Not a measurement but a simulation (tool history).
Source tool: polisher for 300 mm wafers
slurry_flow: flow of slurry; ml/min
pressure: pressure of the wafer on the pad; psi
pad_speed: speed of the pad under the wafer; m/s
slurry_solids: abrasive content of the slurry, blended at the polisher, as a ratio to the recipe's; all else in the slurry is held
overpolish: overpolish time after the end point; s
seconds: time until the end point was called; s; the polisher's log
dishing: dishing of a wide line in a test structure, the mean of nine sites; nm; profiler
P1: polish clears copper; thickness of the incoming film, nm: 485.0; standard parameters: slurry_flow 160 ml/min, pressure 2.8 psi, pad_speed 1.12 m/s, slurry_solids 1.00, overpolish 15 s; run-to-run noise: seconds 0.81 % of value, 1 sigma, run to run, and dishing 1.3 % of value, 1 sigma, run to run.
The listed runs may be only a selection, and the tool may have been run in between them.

run	hour	slurry_flow	pressure	pad_speed	slurry_solids	overpolish	seconds	dishing
1	6.9	160	2.8	1.12	1.00	15	137.68	37.158
2	15.9	160	2.8	1.42	0.70	15	118.23	41.908
3	26.7	95	2.8	1.12	1.00	15	153.04	32.541
4	40.7	160	2.8	0.82	1.00	15	185.91	27.775
5	46.9	160	2.8	1.12	1.00	4	137.39	11.014
6	55.4	160	2.8	1.12	1.40	15	126.64	39.970
7	63.5	215	2.8	1.12	1.00	15	132.49	38.021
8	76.1	160	2.8	1.12	0.65	15	151.39	33.878
9	84.5	160	1.3	1.12	1.00	15	296.15	18.247
10	91.3	210	1.8	1.12	1.00	15	203.94	24.897
11	99.3	160	2.8	1.42	1.00	4	107.28	13.359
12	108.7	160	2.8	1.12	1.00	15	137.95	36.349
13	116.8	160	2.8	1.12	1.00	15	139.98	36.005

The next listed run, before its measurement:
14	130.1	160	2.8	1.12	1.00	15	?	?

seconds: 137.12 s
dishing: 36.437 nm
